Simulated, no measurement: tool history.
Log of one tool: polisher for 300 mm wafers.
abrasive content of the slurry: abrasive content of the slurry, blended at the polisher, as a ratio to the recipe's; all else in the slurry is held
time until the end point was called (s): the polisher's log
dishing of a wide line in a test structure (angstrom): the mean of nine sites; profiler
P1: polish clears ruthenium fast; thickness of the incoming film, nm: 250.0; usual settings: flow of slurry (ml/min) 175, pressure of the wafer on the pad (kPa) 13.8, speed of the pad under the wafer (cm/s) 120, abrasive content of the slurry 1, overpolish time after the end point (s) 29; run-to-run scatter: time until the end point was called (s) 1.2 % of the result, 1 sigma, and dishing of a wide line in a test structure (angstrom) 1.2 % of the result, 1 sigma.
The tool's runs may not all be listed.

run,hour,flow of slurry (ml/min),pressure of the wafer on the pad (kPa),speed of the pad under the wafer (cm/s),abrasive content of the slurry,overpolish time after the end point (s),wafers polished on this pad,hours since the slurry nozzle was cleaned,hours since the head pressure was calibrated,hours since the slurry blender was calibrated,time until the end point was called (s),dishing of a wide line in a test structure (angstrom)
1,13,175,13.8,120,1,29,726,240.5,319.8,159,77.706,654.96
# hour 24: slurry blender recalibrated
2,28.1,175,13.8,120,0.65,29,891,255.6,334.9,4.1,99.414,556.17
3,40.4,175,13.8,120,1,29,1025,267.9,347.2,16.4,79.296,651.34
4,52.7,175,13.8,120,1.3,29,1160,280.2,359.5,28.7,71.426,696.33
5,65.8,175,13.8,120,1,29,1303,293.3,372.6,41.8,78.093,648.4
6,74.7,175,13.8,120,1,29,1400,302.2,381.5,50.7,80.954,647.27
7,85.9,175,13.8,64,1,29,1522,313.4,392.7,61.9,146.75,393.25
8,94.5,175,13.8,120,1,9,1616,322,401.3,70.5,78.856,239.29
9,104.4,175,6.2,120,1,29,1725,331.9,411.2,80.4,172.91,346.02
10,112.7,105,13.8,120,1,29,1815,340.2,419.5,88.7,85.408,613.46
11,126.7,175,18.6,120,1,29,1968,354.2,433.5,102.7,58.501,786.63
12,138.3,115,13.8,188,1,29,2095,365.8,445.1,114.3,55.109,830.33
13,151.5,175,13.8,120,1,50,2239,379,458.3,127.5,78.153,930.22
14,164.9,175,13.8,188,1,29,2386,392.4,471.7,140.9,49.923,881.84
15,178.7,240,13.8,120,1,29,2537,406.2,485.5,154.7,75.216,658.47
16,186.6,175,20,82,1,29,2623,414.1,493.4,162.6,79.682,651.5
17,201.8,175,13.8,120,1,29,2789,429.3,508.6,177.8,78.859,643.78
18,214.3,175,13.8,120,1,29,2926,441.8,521.1,190.3,81.09,638.84

Forecast run 19:
19,228.8,175,13.8,120,1,29,3084,456.3,535.6,204.8,?,?

{"run 19": {"time until the end point was called (s)": 82.497, "dishing of a wide line in a test structure (angstrom)": 621.61}}

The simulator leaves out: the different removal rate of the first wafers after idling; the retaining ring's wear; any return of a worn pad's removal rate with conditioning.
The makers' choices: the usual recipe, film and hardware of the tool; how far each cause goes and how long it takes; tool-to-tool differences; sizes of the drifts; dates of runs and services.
